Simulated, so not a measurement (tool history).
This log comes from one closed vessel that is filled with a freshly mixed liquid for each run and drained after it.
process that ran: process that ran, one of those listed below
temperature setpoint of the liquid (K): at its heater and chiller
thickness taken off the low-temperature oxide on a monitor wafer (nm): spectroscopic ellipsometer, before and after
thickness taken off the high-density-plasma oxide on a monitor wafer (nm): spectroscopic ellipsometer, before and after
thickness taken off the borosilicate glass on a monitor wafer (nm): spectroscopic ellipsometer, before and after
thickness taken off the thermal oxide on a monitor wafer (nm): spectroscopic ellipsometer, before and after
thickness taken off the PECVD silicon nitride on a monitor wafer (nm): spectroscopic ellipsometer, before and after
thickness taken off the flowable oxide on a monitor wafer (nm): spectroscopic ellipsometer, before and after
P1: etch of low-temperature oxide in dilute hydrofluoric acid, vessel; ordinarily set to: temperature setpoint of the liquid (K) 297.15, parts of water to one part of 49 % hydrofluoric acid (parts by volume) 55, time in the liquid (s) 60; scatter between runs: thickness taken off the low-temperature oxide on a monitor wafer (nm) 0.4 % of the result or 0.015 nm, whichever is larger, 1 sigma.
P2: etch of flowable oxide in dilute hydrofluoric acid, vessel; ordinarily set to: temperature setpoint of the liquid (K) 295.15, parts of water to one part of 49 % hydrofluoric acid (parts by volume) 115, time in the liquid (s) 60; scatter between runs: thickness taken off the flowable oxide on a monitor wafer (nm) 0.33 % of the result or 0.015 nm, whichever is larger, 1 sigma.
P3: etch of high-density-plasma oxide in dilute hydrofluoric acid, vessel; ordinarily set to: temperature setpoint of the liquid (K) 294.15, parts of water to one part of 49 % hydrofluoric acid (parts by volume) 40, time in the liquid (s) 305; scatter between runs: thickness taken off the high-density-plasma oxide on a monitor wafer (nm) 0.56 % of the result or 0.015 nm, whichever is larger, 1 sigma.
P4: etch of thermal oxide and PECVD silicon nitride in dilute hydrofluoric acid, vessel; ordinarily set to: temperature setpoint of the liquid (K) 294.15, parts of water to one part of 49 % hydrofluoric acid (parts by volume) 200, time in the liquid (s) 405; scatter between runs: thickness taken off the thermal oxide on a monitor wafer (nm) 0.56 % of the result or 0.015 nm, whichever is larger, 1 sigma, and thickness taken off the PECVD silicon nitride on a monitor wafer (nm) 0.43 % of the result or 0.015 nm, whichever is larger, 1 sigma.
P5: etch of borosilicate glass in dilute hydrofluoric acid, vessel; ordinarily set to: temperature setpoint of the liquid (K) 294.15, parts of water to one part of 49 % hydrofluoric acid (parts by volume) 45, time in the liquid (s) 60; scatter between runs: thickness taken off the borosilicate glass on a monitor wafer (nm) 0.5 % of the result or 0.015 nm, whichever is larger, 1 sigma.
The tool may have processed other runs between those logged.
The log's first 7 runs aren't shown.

run,hour,process that ran,temperature setpoint of the liquid (K),parts of water to one part of 49 % hydrofluoric acid (parts by volume),time in the liquid (s),hours since the thermometer was replaced,hours since the hydrofluoric acid flow meter was replaced,thickness taken off the low-temperature oxide on a monitor wafer (nm),thickness taken off the high-density-plasma oxide on a monitor wafer (nm),thickness taken off the borosilicate glass on a monitor wafer (nm),thickness taken off the thermal oxide on a monitor wafer (nm),thickness taken off the PECVD silicon nitride on a monitor wafer (nm),thickness taken off the flowable oxide on a monitor wafer (nm)
8,78.1,P4,294.15,290,405,738.1,751.8,,,,4.7929,3.6249,
9,92.9,P1,297.15,20,60,752.9,766.6,58.677,,,,,
10,99.5,P2,301.65,115,60,759.5,773.2,,,,,,18.936
11,106.2,P4,294.15,200,405,766.2,779.9,,,,7.4326,5.2714,
12,115.2,P5,290.15,45,60,775.2,788.9,,,41.037,,,
# hour 116.8: hydrofluoric acid flow meter replaced
13,130,P2,295.15,20,60,790,13.2,,,,,,94.74
14,141.4,P1,297.15,55,60,801.4,24.6,20.331,,,,,
15,154.6,P5,294.15,45,60,814.6,37.8,,,48.961,,,
16,162.8,P1,297.15,55,115,822.8,46,39.091,,,,,
17,171.7,P5,294.15,65,60,831.7,54.9,,,33.009,,,
18,186.6,P1,293.15,55,30,846.6,69.8,8.5758,,,,,
19,195.6,P4,299.65,200,405,855.6,78.8,,,,9.2059,7.4086,
20,210.3,P2,295.15,115,60,870.3,93.5,,,,,,14.783
21,218.6,P2,295.15,115,120,878.6,101.8,,,,,,29.463
22,233.1,P3,302.15,40,305,893.1,116.3,,51.475,,,,
23,243.7,P1,297.15,100,60,903.7,126.9,10.614,,,,,
24,256,P1,297.15,55,60,916,139.2,20.273,,,,,
25,263.6,P1,297.15,55,60,923.6,146.8,20.411,,,,,
26,275.2,P3,294.15,20,305,935.2,158.4,,75.636,,,,
27,289.1,P1,297.15,55,60,949.1,172.3,20.406,,,,,
28,298.6,P1,291.65,55,60,958.6,181.8,16.198,,,,,
29,310.3,P1,297.15,55,60,970.3,193.5,20.211,,,,,
30,317,P1,303.15,55,30,977,200.2,13.01,,,,,

Run 31 comes next. What will it give?
31,327.2,P1,303.65,55,60,987.2,210.4,?,,,,,

{"run 31": {"thickness taken off the low-temperature oxide on a monitor wafer (nm)": 26.346}}
